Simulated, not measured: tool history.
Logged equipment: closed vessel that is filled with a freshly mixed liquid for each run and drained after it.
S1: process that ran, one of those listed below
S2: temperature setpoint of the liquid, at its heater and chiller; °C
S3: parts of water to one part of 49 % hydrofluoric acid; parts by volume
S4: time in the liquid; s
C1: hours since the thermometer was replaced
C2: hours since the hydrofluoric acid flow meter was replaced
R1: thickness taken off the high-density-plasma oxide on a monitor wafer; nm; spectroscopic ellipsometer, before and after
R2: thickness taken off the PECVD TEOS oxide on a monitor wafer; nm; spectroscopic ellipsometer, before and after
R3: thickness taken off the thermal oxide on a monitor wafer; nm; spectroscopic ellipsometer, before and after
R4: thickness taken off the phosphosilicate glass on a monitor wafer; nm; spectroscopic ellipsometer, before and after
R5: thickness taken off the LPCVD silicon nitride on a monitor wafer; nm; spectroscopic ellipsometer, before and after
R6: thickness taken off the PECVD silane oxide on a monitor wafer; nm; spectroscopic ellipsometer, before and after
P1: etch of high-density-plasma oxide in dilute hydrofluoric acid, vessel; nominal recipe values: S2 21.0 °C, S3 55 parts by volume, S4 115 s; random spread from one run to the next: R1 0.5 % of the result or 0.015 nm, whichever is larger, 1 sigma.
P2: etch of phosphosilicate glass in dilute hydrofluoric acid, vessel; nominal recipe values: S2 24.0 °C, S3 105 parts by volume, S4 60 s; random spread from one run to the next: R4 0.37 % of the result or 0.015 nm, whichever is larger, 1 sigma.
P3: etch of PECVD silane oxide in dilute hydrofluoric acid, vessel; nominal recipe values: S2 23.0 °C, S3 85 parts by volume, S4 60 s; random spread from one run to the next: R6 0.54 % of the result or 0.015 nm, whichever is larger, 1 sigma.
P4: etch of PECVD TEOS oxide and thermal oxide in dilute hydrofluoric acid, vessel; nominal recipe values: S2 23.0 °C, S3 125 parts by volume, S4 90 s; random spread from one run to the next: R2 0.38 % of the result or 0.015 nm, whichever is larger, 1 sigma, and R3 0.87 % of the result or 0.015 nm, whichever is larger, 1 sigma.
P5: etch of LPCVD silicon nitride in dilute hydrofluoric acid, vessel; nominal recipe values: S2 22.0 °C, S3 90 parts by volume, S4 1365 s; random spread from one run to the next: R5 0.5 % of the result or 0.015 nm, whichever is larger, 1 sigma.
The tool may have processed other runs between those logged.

{"run": 1, "day": 0.208, "S1": "P1", "S2": 21.0, "S3": 55, "S4": 115, "C1": 287.8, "C2": 1237.4, "R1": 14.693}
{"run": 2, "day": 0.462, "S1": "P4", "S2": 23.0, "S3": 55, "S4": 90, "C1": 293.9, "C2": 1243.5, "R2": 20.434, "R3": 7.7581}
{"run": 3, "day": 0.704, "S1": "P4", "S2": 23.0, "S3": 125, "S4": 90, "C1": 299.7, "C2": 1249.3, "R2": 8.2357, "R3": 3.209}
{"run": 4, "day": 0.983, "S1": "P1", "S2": 21.0, "S3": 55, "S4": 45, "C1": 306.4, "C2": 1256.0, "R1": 5.7897}
{"run": 5, "day": 1.158, "S1": "P2", "S2": 32.0, "S3": 105, "S4": 60, "C1": 310.6, "C2": 1260.2, "R4": 67.921}
{"run": 6, "day": 1.338, "S1": "P4", "S2": 23.0, "S3": 125, "S4": 90, "C1": 314.9, "C2": 1264.5, "R2": 8.2322, "R3": 3.1767}
{"run": 7, "day": 1.567, "S1": "P1", "S2": 21.0, "S3": 90, "S4": 115, "C1": 320.4, "C2": 1270.0, "R1": 8.545}
{"run": 8, "day": 1.867, "S1": "P5", "S2": 22.0, "S3": 90, "S4": 1365, "C1": 327.6, "C2": 1277.2, "R5": 6.7403}
{"run": 9, "day": 2.179, "S1": "P2", "S2": 24.0, "S3": 105, "S4": 30, "C1": 335.1, "C2": 1284.7, "R4": 25.072}
{"run": 10, "day": 2.362, "S1": "P1", "S2": 21.0, "S3": 55, "S4": 115, "C1": 339.5, "C2": 1289.1, "R1": 14.677}
{"run": 11, "day": 2.596, "S1": "P1", "S2": 21.0, "S3": 55, "S4": 115, "C1": 345.1, "C2": 1294.7, "R1": 14.734}
{"run": 12, "day": 2.758, "S1": "P1", "S2": 21.0, "S3": 55, "S4": 175, "C1": 349.0, "C2": 1298.6, "R1": 22.38}
{"run": 13, "day": 2.912, "S1": "P2", "S2": 24.0, "S3": 105, "S4": 60, "C1": 352.7, "C2": 1302.3, "R4": 49.958}
{"run": 14, "day": 3.212, "S1": "P3", "S2": 18.5, "S3": 85, "S4": 60, "C1": 359.9, "C2": 1309.5, "R6": 16.775}
{"run": 15, "day": 3.521, "S1": "P3", "S2": 23.0, "S3": 85, "S4": 35, "C1": 367.3, "C2": 1316.9, "R6": 11.834}
{"run": 16, "day": 3.783, "S1": "P5", "S2": 22.0, "S3": 90, "S4": 2435, "C1": 373.6, "C2": 1323.2, "R5": 11.996}
{"run": 17, "day": 4.029, "S1": "P1", "S2": 26.5, "S3": 30, "S4": 115, "C1": 379.5, "C2": 1329.1, "R1": 34.935}
{"run": 18, "day": 4.338, "S1": "P4", "S2": 23.0, "S3": 125, "S4": 50, "C1": 386.9, "C2": 1336.5, "R2": 4.6208, "R3": 1.7834}
{"run": 19, "day": 4.646, "S1": "P1", "S2": 21.0, "S3": 20, "S4": 115, "C1": 394.3, "C2": 1343.9, "R1": 41.97}
{"run": 20, "day": 4.879, "S1": "P1", "S2": 25.0, "S3": 55, "S4": 115, "C1": 399.9, "C2": 1349.5, "R1": 17.202}
{"run": 21, "day": 5.054, "S1": "P3", "S2": 23.0, "S3": 125, "S4": 60, "C1": 404.1, "C2": 1353.7, "R6": 13.181}
{"run": 22, "day": 5.262, "S1": "P4", "S2": 29.0, "S3": 125, "S4": 90, "C1": 409.1, "C2": 1358.7, "R2": 10.398, "R3": 4.0255}
{"run": 23, "day": 5.408, "S1": "P1", "S2": 21.0, "S3": 55, "S4": 115, "C1": 412.6, "C2": 1362.2, "R1": 14.723}
{"run": 24, "day": 5.717, "S1": "P5", "S2": 17.0, "S3": 90, "S4": 1365, "C1": 420.0, "C2": 1369.6, "R5": 4.78}

Run 25 comes next. What will it give?
{"run": 25, "day": 5.925, "S1": "P2", "S2": 24.0, "S3": 60, "S4": 60, "C1": 425.0, "C2": 1374.6, "R4": "?"}

{"run 25": {"R4": 92.621}}

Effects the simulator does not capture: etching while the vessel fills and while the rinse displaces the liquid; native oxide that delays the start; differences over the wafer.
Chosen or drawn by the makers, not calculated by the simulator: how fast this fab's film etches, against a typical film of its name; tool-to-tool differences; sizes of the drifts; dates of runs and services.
